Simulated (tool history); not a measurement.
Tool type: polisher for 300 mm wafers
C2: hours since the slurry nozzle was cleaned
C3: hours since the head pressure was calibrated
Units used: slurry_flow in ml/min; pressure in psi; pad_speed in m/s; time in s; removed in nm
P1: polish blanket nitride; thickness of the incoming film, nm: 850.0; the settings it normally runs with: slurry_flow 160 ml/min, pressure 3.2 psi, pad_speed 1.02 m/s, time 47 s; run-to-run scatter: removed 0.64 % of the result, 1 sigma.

Run 1, hour 14: slurry_flow 160 ml/min, pressure 3.2 psi, pad_speed 1.02 m/s, time 47 s; wafers polished on this pad 1005; C2 124.1; C3 130.3. Result: removed 67.385 nm.
Run 2, hour 25.2: slurry_flow 95 ml/min, pressure 3.2 psi, pad_speed 1.02 m/s, time 47 s; wafers polished on this pad 1138; C2 135.3; C3 141.5. Result: removed 60.507 nm.
Run 3, hour 36.1: slurry_flow 160 ml/min, pressure 4.5 psi, pad_speed 1.02 m/s, time 67 s; wafers polished on this pad 1267; C2 146.2; C3 152.4. Result: removed 134.03 nm.
Run 4, hour 49.6: slurry_flow 205 ml/min, pressure 3.2 psi, pad_speed 1.02 m/s, time 47 s; wafers polished on this pad 1427; C2 159.7; C3 165.9. Result: removed 69.185 nm.
Run 5, hour 64.3: slurry_flow 160 ml/min, pressure 3.2 psi, pad_speed 1.02 m/s, time 47 s; wafers polished on this pad 1601; C2 174.4; C3 180.6. Result: removed 66.404 nm.
Run 6, hour 74: slurry_flow 160 ml/min, pressure 3.2 psi, pad_speed 1.26 m/s, time 26 s; wafers polished on this pad 1716; C2 184.1; C3 190.3. Result: removed 43.627 nm.
Run 7, hour 83.5: slurry_flow 160 ml/min, pressure 3.2 psi, pad_speed 1.02 m/s, time 73 s; wafers polished on this pad 1829; C2 193.6; C3 199.8. Result: removed 103.96 nm.
Run 8, hour 97.6: slurry_flow 160 ml/min, pressure 3.2 psi, pad_speed 1.02 m/s, time 24 s; wafers polished on this pad 1996; C2 207.7; C3 213.9. Result: removed 34.52 nm.
Run 9, hour 109.3: slurry_flow 160 ml/min, pressure 3.2 psi, pad_speed 0.54 m/s, time 47 s; wafers polished on this pad 2135; C2 219.4; C3 225.6. Result: removed 40.274 nm.
Run 10, hour 124.7: slurry_flow 160 ml/min, pressure 3.2 psi, pad_speed 1.52 m/s, time 47 s; wafers polished on this pad 2318; C2 234.8; C3 241. Result: removed 91.522 nm.
At hour 130.1: head pressure recalibrated.
Run 11, hour 137.1: slurry_flow 160 ml/min, pressure 3.2 psi, pad_speed 1.02 m/s, time 47 s; wafers polished on this pad 2465; C2 247.2; C3 7. Result: removed 66.702 nm.
Run 12, hour 149.5: slurry_flow 160 ml/min, pressure 1.7 psi, pad_speed 1.02 m/s, time 47 s; wafers polished on this pad 2612; C2 259.6; C3 19.4. Result: removed 35.581 nm.
At hour 155.8: worn pad replaced by a new one.
Run 13, hour 157.2: slurry_flow 160 ml/min, pressure 3.2 psi, pad_speed 1.02 m/s, time 47 s; wafers polished on this pad 17; C2 267.3; C3 27.1. Result: removed 67.283 nm.
Run 14, hour 168.9: slurry_flow 160 ml/min, pressure 3.2 psi, pad_speed 1.02 m/s, time 47 s; wafers polished on this pad 155; C2 279; C3 38.8. Result: removed 67.276 nm.
Run 15, hour 178.4: slurry_flow 160 ml/min, pressure 3.2 psi, pad_speed 1.02 m/s, time 47 s; wafers polished on this pad 268; C2 288.5; C3 48.3. Result: removed 66.64 nm.

Expected results for the next run?
Run 16, hour 185.7: slurry_flow 160 ml/min, pressure 3.2 psi, pad_speed 1.02 m/s, time 47 s; wafers polished on this pad 354; C2 295.8; C3 55.6. Result: removed ?.

removed: 67.77 nm
